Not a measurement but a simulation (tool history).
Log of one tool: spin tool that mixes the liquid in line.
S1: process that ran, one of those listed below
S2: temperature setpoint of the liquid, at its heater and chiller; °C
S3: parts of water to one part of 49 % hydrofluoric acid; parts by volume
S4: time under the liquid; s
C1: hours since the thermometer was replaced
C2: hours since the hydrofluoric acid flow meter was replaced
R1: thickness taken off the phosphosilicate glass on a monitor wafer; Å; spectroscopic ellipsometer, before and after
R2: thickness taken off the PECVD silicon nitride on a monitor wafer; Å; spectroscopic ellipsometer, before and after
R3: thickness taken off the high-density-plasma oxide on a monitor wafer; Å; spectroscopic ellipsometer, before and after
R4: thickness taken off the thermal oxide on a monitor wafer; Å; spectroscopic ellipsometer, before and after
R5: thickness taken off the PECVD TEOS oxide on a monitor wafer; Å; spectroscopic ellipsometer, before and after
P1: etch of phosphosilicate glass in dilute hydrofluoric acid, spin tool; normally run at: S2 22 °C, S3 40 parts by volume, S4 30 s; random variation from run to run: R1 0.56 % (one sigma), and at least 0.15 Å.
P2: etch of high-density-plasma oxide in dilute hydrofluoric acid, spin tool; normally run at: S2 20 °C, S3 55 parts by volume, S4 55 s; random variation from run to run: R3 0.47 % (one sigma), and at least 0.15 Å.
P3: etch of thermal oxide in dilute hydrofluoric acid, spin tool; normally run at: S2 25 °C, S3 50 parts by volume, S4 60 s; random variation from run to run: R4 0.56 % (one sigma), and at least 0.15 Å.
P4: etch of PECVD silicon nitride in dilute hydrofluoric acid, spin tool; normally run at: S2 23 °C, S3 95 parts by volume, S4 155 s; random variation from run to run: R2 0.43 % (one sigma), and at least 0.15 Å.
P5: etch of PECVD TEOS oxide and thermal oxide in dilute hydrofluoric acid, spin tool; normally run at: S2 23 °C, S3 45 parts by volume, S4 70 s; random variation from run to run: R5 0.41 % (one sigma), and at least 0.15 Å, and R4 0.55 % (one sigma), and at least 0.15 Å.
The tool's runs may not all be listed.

{"run": 1, "day": 0.262, "S1": "P1", "S2": 22, "S3": 40, "S4": 30, "C1": 579.4, "C2": 1312.2, "R1": 1047.7}
{"run": 2, "day": 0.508, "S1": "P4", "S2": 23, "S3": 95, "S4": 290, "C1": 585.3, "C2": 1318.1, "R2": 154.69}
{"run": 3, "day": 0.942, "S1": "P1", "S2": 28, "S3": 25, "S4": 30, "C1": 595.7, "C2": 1328.5, "R1": 2182.7}
{"run": 4, "day": 1.146, "S1": "P1", "S2": 22, "S3": 40, "S4": 30, "C1": 600.6, "C2": 1333.4, "R1": 1039.8}
{"run": 5, "day": 1.554, "S1": "P2", "S2": 17, "S3": 55, "S4": 55, "C1": 610.4, "C2": 1343.2, "R3": 41.323}
{"run": 6, "day": 1.838, "S1": "P1", "S2": 22, "S3": 40, "S4": 30, "C1": 617.2, "C2": 1350, "R1": 1046.3}
{"run": 7, "day": 2.175, "S1": "P1", "S2": 22, "S3": 40, "S4": 15, "C1": 625.3, "C2": 1358.1, "R1": 520.71}
{"run": 8, "day": 2.433, "S1": "P1", "S2": 22, "S3": 40, "S4": 30, "C1": 631.5, "C2": 1364.3, "R1": 1052.3}
{"day": 2.633, "done": "hydrofluoric acid flow meter replaced"}
{"day": 2.717, "done": "thermometer replaced"}
{"run": 9, "day": 2.792, "S1": "P4", "S2": 31, "S3": 95, "S4": 155, "C1": 1.9, "C2": 3.9, "R2": 139.09}
{"run": 10, "day": 3.029, "S1": "P2", "S2": 20, "S3": 55, "S4": 55, "C1": 7.6, "C2": 9.6, "R3": 46.631}
{"run": 11, "day": 3.383, "S1": "P1", "S2": 22, "S3": 60, "S4": 55, "C1": 16.1, "C2": 18.1, "R1": 1252}
{"run": 12, "day": 3.654, "S1": "P3", "S2": 25, "S3": 70, "S4": 60, "C1": 22.6, "C2": 24.6, "R4": 42}
{"run": 13, "day": 3.992, "S1": "P5", "S2": 23, "S3": 45, "S4": 70, "C1": 30.7, "C2": 32.7, "R4": 75.694, "R5": 225.58}
{"run": 14, "day": 4.333, "S1": "P4", "S2": 23, "S3": 50, "S4": 155, "C1": 38.9, "C2": 40.9, "R2": 155.8}
{"run": 15, "day": 4.692, "S1": "P5", "S2": 19, "S3": 45, "S4": 70, "C1": 47.5, "C2": 49.5, "R4": 63.334, "R5": 190.82}
{"run": 16, "day": 5.138, "S1": "P5", "S2": 23, "S3": 20, "S4": 70, "C1": 58.2, "C2": 60.2, "R4": 173.8, "R5": 525.11}
{"run": 17, "day": 5.408, "S1": "P4", "S2": 23, "S3": 95, "S4": 155, "C1": 64.7, "C2": 66.7, "R2": 83.079}
{"run": 18, "day": 5.808, "S1": "P1", "S2": 22, "S3": 40, "S4": 50, "C1": 74.3, "C2": 76.3, "R1": 1752.5}
{"run": 19, "day": 6.033, "S1": "P3", "S2": 20, "S3": 50, "S4": 60, "C1": 79.7, "C2": 81.7, "R4": 48.614}
{"run": 20, "day": 6.425, "S1": "P2", "S2": 20, "S3": 85, "S4": 55, "C1": 89.1, "C2": 91.1, "R3": 29.196}
{"run": 21, "day": 6.783, "S1": "P5", "S2": 23, "S3": 45, "S4": 15, "C1": 97.7, "C2": 99.7, "R4": 15.785, "R5": 48.353}
{"run": 22, "day": 7.112, "S1": "P3", "S2": 25, "S3": 50, "S4": 15, "C1": 105.6, "C2": 107.6, "R4": 15.295}
{"run": 23, "day": 7.458, "S1": "P2", "S2": 20, "S3": 55, "S4": 55, "C1": 113.9, "C2": 115.9, "R3": 46.697}
{"run": 24, "day": 7.812, "S1": "P2", "S2": 20, "S3": 55, "S4": 20, "C1": 122.4, "C2": 124.4, "R3": 17.341}
{"run": 25, "day": 8.175, "S1": "P1", "S2": 17, "S3": 40, "S4": 30, "C1": 131.1, "C2": 133.1, "R1": 851.27}
{"run": 26, "day": 8.567, "S1": "P1", "S2": 22, "S3": 65, "S4": 30, "C1": 140.5, "C2": 142.5, "R1": 623.86}
{"run": 27, "day": 8.854, "S1": "P1", "S2": 22, "S3": 40, "S4": 30, "C1": 147.4, "C2": 149.4, "R1": 1056.9}
{"run": 28, "day": 9.183, "S1": "P1", "S2": 26.5, "S3": 40, "S4": 30, "C1": 155.3, "C2": 157.3, "R1": 1257.6}
{"run": 29, "day": 9.642, "S1": "P5", "S2": 23, "S3": 45, "S4": 70, "C1": 166.3, "C2": 168.3, "R4": 75.039, "R5": 223.11}
{"run": 30, "day": 10.0, "S1": "P1", "S2": 22, "S3": 20, "S4": 30, "C1": 174.9, "C2": 176.9, "R1": 2161.7}
{"run": 31, "day": 10.258, "S1": "P3", "S2": 25, "S3": 50, "S4": 60, "C1": 181.1, "C2": 183.1, "R4": 60.464}
{"run": 32, "day": 10.638, "S1": "P1", "S2": 22, "S3": 40, "S4": 30, "C1": 190.2, "C2": 192.2, "R1": 1058.3}
{"run": 33, "day": 10.979, "S1": "P1", "S2": 22, "S3": 40, "S4": 30, "C1": 198.4, "C2": 200.4, "R1": 1009.2}
{"run": 34, "day": 11.404, "S1": "P1", "S2": 22, "S3": 40, "S4": 30, "C1": 208.6, "C2": 210.6, "R1": 984.78}
{"run": 35, "day": 11.858, "S1": "P1", "S2": 22, "S3": 40, "S4": 30, "C1": 219.5, "C2": 221.5, "R1": 973.27}
{"run": 36, "day": 12.283, "S1": "P1", "S2": 22, "S3": 40, "S4": 30, "C1": 229.7, "C2": 231.7, "R1": 973.08}
{"run": 37, "day": 12.65, "S1": "P1", "S2": 22, "S3": 40, "S4": 30, "C1": 238.5, "C2": 240.5, "R1": 960.18}
{"run": 38, "day": 12.883, "S1": "P1", "S2": 22, "S3": 40, "S4": 30, "C1": 244.1, "C2": 246.1, "R1": 962.76}
{"run": 39, "day": 13.208, "S1": "P1", "S2": 22, "S3": 40, "S4": 30, "C1": 251.9, "C2": 253.9, "R1": 953.99}
{"run": 40, "day": 13.633, "S1": "P1", "S2": 22, "S3": 40, "S4": 30, "C1": 262.1, "C2": 264.1, "R1": 960.52}

What P1 gives has crept away from where it was. These 2 causes fit the log equally well, each at the size given:
A: liquid colder than its thermometer reads (K) = 2.06
B: hydrofluoric acid flow below the setpoint (%) = 7.95
The creep began at about day 10.638.

4 check runs are offered, one wafer each, their results left as question marks. Which one tells the causes apart?
{"run": "check 1", "day": 14.058, "S1": "P5", "S2": 23, "S3": 45, "S4": 70, "R4": "?", "R5": "?"}
{"run": "check 2", "day": 14.058, "S1": "P3", "S2": 25, "S3": 50, "S4": 60, "R4": "?"}
{"run": "check 3", "day": 14.058, "S1": "P4", "S2": 23, "S3": 95, "S4": 155, "R2": "?"}
{"run": "check 4", "day": 14.058, "S1": "P2", "S2": 20, "S3": 55, "S4": 55, "R3": "?"}

What each check would give under each cause:
check=check_1 result=R4 if_A=68.862 if_B=68.759
check=check_1 result=R5 if_A=206.58 if_B=206.27
check=check_2 result=R4 if_A=55.434 if_B=55.217
check=check_3 result=R2 if_A=72.488 if_B=76.727
check=check_4 result=R3 if_A=42.923 if_B=42.898
How far apart the two closest causes lie, in the result that separates them most: check 1 0.15 %; check 2 0.39 %; check 3 5.68 %; check 4 0.06 %
Check 3 tells the causes apart: in the others they would give nearly the same result.

Then check 3 was run and gave: R2 71.879 Å. Which cause is it?

It is A: liquid colder than its thermometer reads (K).
